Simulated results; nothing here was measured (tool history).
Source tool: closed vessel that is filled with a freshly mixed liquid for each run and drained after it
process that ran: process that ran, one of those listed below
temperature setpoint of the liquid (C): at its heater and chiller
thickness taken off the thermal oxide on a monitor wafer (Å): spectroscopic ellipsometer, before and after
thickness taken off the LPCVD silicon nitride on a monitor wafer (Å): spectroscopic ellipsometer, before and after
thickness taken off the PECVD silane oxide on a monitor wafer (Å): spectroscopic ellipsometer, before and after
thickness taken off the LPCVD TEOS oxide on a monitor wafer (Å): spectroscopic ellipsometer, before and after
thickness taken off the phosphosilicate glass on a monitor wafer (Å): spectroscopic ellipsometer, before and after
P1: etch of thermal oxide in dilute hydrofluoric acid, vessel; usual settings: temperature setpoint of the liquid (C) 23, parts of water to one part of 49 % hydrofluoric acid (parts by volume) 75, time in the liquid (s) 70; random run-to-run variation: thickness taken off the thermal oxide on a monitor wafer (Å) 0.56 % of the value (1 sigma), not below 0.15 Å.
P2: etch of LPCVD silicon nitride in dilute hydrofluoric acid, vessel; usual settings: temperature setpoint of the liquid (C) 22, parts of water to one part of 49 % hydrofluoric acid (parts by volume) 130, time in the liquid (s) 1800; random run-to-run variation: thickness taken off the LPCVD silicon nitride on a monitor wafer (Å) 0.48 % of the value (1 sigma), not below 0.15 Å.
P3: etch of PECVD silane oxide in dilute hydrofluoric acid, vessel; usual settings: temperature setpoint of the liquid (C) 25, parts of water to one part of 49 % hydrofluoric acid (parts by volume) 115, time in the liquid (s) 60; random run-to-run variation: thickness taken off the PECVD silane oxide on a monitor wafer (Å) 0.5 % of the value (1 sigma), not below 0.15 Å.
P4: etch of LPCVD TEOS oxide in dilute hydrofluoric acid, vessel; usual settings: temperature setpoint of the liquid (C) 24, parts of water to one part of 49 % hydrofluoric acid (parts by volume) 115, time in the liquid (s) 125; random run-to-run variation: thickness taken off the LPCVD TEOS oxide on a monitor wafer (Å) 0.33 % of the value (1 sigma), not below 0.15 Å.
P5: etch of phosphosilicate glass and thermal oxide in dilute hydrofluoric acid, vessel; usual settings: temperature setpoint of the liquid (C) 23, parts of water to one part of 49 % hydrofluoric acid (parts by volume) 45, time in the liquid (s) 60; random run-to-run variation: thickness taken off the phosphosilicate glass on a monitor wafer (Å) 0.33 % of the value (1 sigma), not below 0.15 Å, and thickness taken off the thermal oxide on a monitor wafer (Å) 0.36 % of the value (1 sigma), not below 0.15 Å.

run	hour	process that ran	temperature setpoint of the liquid (C)	parts of water to one part of 49 % hydrofluoric acid (parts by volume)	time in the liquid (s)	hours since the thermometer was replaced	hours since the hydrofluoric acid flow meter was replaced	thickness taken off the thermal oxide on a monitor wafer (Å)	thickness taken off the LPCVD silicon nitride on a monitor wafer (Å)	thickness taken off the PECVD silane oxide on a monitor wafer (Å)	thickness taken off the LPCVD TEOS oxide on a monitor wafer (Å)	thickness taken off the phosphosilicate glass on a monitor wafer (Å)
1	6	P1	23	75	70	353.8	692.3	43.669				
2	11.7	P1	23	75	120	359.5	698	74.601				
3	18.7	P1	23	30	70	366.5	705	114.25				
4	27	P1	23	75	70	374.8	713.3	42.909				
5	32.8	P2	22	235	1800	380.6	719.1		34.225			
6	40.4	P2	17	130	1800	388.2	726.7		43.37			
7	44.7	P3	25	115	60	392.5	731			152.71		
8	53	P4	24	115	30	400.8	739.3				85.111	
9	60	P1	23	75	70	407.8	746.3	43.822				
10	68.3	P5	29	45	60	416.1	754.6	80.987				1171.4
11	75.6	P2	22	130	1800	423.4	761.9		60.99			
# hour 79.9: thermometer replaced
12	80.5	P3	25	35	60	0.6	766.8			552.13		
13	86.5	P1	17	75	30	6.6	772.8	14.518				
14	90.1	P1	30	75	70	10.2	776.4	56.723				
15	95.8	P4	24	115	125	15.9	782.1				356.85	
16	102.8	P4	24	25	125	22.9	789.1				1843	
17	108.3	P5	23	45	30	28.4	794.6	31.684				457.91
18	112.3	P1	23	75	30	32.4	798.6	18.568				
19	116.9	P5	23	45	60	37	803.2	63.997				917.16
20	120.7	P5	23	75	60	40.8	807	36.757				528.74
21	126.9	P1	23	115	135	47	813.2	51.884				
22	133.9	P3	33	115	60	54	820.2			205.82		
23	141.9	P3	25	115	100	62	828.2			253.22		
24	148.5	P4	29.5	115	125	68.6	834.8				439.27	
25	156.3	P1	23	110	70	76.4	842.6	28.358				
26	162.7	P1	23	75	70	82.8	849	42.864				
27	167.5	P1	23	75	70	87.6	853.8	43.117				
28	175.4	P1	23	75	70	95.5	861.7	43.323				
29	179.3	P1	19.5	75	70	99.4	865.6	37.984				
30	183	P2	22	130	1800	103.1	869.3		60.286			
31	191.1	P2	22	130	30	111.2	877.4		1.1179			
32	195.4	P1	23	75	70	115.5	881.7	43.396				
33	201.1	P1	23	75	70	121.2	887.4	44.192				
34	208.3	P1	23	75	70	128.4	894.6	44.785				
35	215.3	P1	23	75	70	135.4	901.6	45.069				
36	223.5	P1	23	75	70	143.6	909.8	45.35				
37	227.5	P1	23	75	70	147.6	913.8	46.022				
38	234.4	P1	23	75	70	154.5	920.7	44.744				
39	238.4	P1	23	75	70	158.5	924.7	45.188				
40	245.1	P1	23	75	70	165.2	931.4	45.567				
41	250.1	P1	23	75	70	170.2	936.4	44.886				
42	256.1	P1	23	75	70	176.2	942.4	46.335				

P1 no longer gives what it gave before; its output has crept away from where it was. The following 2 causes, each at its listed size, fit the log equally well:
A: hydrofluoric acid flow above the setpoint (%) = 5.29
B: liquid hotter than its thermometer reads (K) = 1.39
Onset of the creep was near hour 195.4.

Which of the check runs below tells the causes apart, meaning the causes would give it clearly different results? Each run uses 2 wafers whose results are averaged, and each result is shown as a question mark.
check 1	262.1	P2	18.5	210	1800				?			
check 2	262.1	P3	32	75	60					?		
check 3	262.1	P4	24	80	35						?	
check 4	262.1	P5	23	70	30			?				?

How each check would come out, cause by cause:
check	result	if A	if B
check 1	thickness taken off the LPCVD silicon nitride on a monitor wafer (Å)	31.754	33.112
check 2	thickness taken off the PECVD silane oxide on a monitor wafer (Å)	340.52	338.7
check 3	thickness taken off the LPCVD TEOS oxide on a monitor wafer (Å)	158.16	157.99
check 4	thickness taken off the thermal oxide on a monitor wafer (Å)	20.921	20.93
check 4	thickness taken off the phosphosilicate glass on a monitor wafer (Å)	301.65	301.78
Smallest distance between any two causes, each pair judged by its most separating result, in per cent: check 1 4.19 %; check 2 0.54 %; check 3 0.11 %; check 4 0.04 %
Only check 1 tells the causes apart: in the others they would give nearly the same result.

After running check 1, the following was obtained: thickness taken off the LPCVD silicon nitride on a monitor wafer (Å) 33.079. Which cause does this point to?

It is B: liquid hotter than its thermometer reads (K).
